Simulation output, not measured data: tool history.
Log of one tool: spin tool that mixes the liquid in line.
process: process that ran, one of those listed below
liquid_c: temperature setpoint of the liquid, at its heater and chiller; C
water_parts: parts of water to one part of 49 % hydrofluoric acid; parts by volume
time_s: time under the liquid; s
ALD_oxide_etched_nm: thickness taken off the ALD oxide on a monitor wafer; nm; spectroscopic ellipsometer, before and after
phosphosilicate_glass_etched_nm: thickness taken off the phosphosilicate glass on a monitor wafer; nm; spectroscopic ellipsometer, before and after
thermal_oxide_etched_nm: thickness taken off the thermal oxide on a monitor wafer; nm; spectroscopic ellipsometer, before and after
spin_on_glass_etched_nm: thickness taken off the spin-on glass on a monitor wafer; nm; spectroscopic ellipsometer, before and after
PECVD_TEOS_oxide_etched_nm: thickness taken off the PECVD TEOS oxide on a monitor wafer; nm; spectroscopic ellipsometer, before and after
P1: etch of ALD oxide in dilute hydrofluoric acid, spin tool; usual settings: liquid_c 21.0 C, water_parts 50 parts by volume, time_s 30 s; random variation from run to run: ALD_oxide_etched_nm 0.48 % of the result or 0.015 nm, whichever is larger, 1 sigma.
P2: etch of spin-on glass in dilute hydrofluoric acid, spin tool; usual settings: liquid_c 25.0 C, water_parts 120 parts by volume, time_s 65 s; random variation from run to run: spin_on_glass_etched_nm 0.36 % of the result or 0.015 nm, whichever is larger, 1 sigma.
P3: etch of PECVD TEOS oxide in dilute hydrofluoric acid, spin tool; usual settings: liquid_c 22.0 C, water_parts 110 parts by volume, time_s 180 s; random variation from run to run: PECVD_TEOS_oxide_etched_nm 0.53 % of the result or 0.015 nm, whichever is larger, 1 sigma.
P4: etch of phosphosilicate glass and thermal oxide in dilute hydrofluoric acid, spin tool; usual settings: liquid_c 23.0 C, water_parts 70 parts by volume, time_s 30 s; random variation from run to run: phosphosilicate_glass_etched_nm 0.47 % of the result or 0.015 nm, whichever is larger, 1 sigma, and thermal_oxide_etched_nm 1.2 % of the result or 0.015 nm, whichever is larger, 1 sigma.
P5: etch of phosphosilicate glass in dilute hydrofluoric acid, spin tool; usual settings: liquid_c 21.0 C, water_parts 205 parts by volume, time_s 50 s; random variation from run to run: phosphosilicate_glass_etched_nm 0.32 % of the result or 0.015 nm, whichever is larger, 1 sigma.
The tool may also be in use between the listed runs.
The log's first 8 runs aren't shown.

run	hour	process	liquid_c	water_parts	time_s	hours since the thermometer was replaced	hours since the hydrofluoric acid flow meter was replaced	ALD_oxide_etched_nm	phosphosilicate_glass_etched_nm	thermal_oxide_etched_nm	spin_on_glass_etched_nm	PECVD_TEOS_oxide_etched_nm
9	101.6	P1	17.0	50	30	2079.9	1844.8	8.2239				
10	111.1	P5	27.0	205	50	2089.4	1854.3		47.651			
11	125.3	P2	25.0	30	65	2103.6	1868.5				68.693	
12	135.5	P2	25.0	120	65	2113.8	1878.7				15.363	
13	142.1	P3	17.0	110	180	2120.4	1885.3					18.397
14	153.7	P1	21.0	30	15	2132.0	1896.9	8.3679				
15	160.1	P1	21.0	50	15	2138.4	1903.3	4.8732				
16	168.9	P3	22.0	110	180	2147.2	1912.1					22.663
# hour 173.6: thermometer replaced
17	177.3	P1	25.5	50	30	3.8	1920.5	11.7180				
18	188.4	P4	23.0	70	50	14.9	1931.6		43.689	3.2852		
19	199.9	P3	22.0	170	180	26.4	1943.1					13.875
20	210.3	P5	21.0	355	50	36.8	1953.5		19.225			
21	219.0	P2	25.0	120	65	45.5	1962.2				15.295	

Forecast run 22:
22	233.2	P1	21.0	50	60	59.7	1976.4	?				

Run 22 gave ALD_oxide_etched_nm 19.5750 nm.
